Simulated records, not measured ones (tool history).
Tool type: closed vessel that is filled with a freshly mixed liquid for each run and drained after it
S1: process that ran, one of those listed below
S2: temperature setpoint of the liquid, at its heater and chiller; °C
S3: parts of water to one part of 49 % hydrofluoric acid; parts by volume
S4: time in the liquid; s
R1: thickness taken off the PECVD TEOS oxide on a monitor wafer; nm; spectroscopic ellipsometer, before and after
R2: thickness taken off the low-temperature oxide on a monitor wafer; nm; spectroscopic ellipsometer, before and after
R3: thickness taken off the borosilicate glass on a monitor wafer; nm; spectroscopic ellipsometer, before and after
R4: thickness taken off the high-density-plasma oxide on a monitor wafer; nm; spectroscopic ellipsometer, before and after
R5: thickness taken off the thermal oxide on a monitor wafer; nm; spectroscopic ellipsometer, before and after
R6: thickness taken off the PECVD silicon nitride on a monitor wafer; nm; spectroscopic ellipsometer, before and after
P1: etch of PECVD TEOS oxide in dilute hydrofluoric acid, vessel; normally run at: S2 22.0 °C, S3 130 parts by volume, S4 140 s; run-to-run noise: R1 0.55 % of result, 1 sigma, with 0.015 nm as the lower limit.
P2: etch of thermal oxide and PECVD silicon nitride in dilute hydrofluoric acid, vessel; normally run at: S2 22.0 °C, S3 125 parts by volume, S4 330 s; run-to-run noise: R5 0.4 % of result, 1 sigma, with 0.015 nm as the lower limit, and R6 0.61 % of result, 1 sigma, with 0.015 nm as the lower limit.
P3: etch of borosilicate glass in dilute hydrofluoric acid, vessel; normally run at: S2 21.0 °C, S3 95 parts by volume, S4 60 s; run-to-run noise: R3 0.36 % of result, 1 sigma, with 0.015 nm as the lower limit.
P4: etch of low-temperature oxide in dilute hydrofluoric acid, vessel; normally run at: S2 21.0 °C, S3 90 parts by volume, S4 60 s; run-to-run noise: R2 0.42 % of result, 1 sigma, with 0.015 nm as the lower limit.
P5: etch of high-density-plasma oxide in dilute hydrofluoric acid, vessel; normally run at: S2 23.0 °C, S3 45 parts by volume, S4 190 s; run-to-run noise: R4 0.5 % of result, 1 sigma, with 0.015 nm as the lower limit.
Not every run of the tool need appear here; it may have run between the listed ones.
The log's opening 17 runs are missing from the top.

run	hour	S1	S2	S3	S4	R1	R2	R3	R4	R5	R6
18	109.6	P5	23.0	45	370				75.631		
19	115.6	P1	22.0	235	140	10.7610					
20	122.3	P5	19.0	45	190				33.018		
21	129.4	P3	21.0	95	90			34.864			
22	133.4	P1	29.5	130	215	44.0210					
23	137.9	P2	22.0	125	185					6.1090	2.4828
24	145.9	P2	17.0	125	330					8.9202	3.1067
25	150.9	P1	22.0	35	50	32.1010					
26	154.9	P4	21.0	90	35		9.8718				
27	159.8	P5	23.0	45	190				39.254		
28	164.4	P3	28.0	95	60			30.760			
29	171.4	P1	17.0	130	140	17.5430					
30	176.0	P3	21.0	95	60			23.283			
31	181.5	P1	22.0	130	140	21.6460					
32	187.9	P1	22.0	60	40	14.5100					

Run 33 has not been measured yet. What should we expect?
33	191.9	P1	22.0	130	140	?					

R1: 21.6700 nm
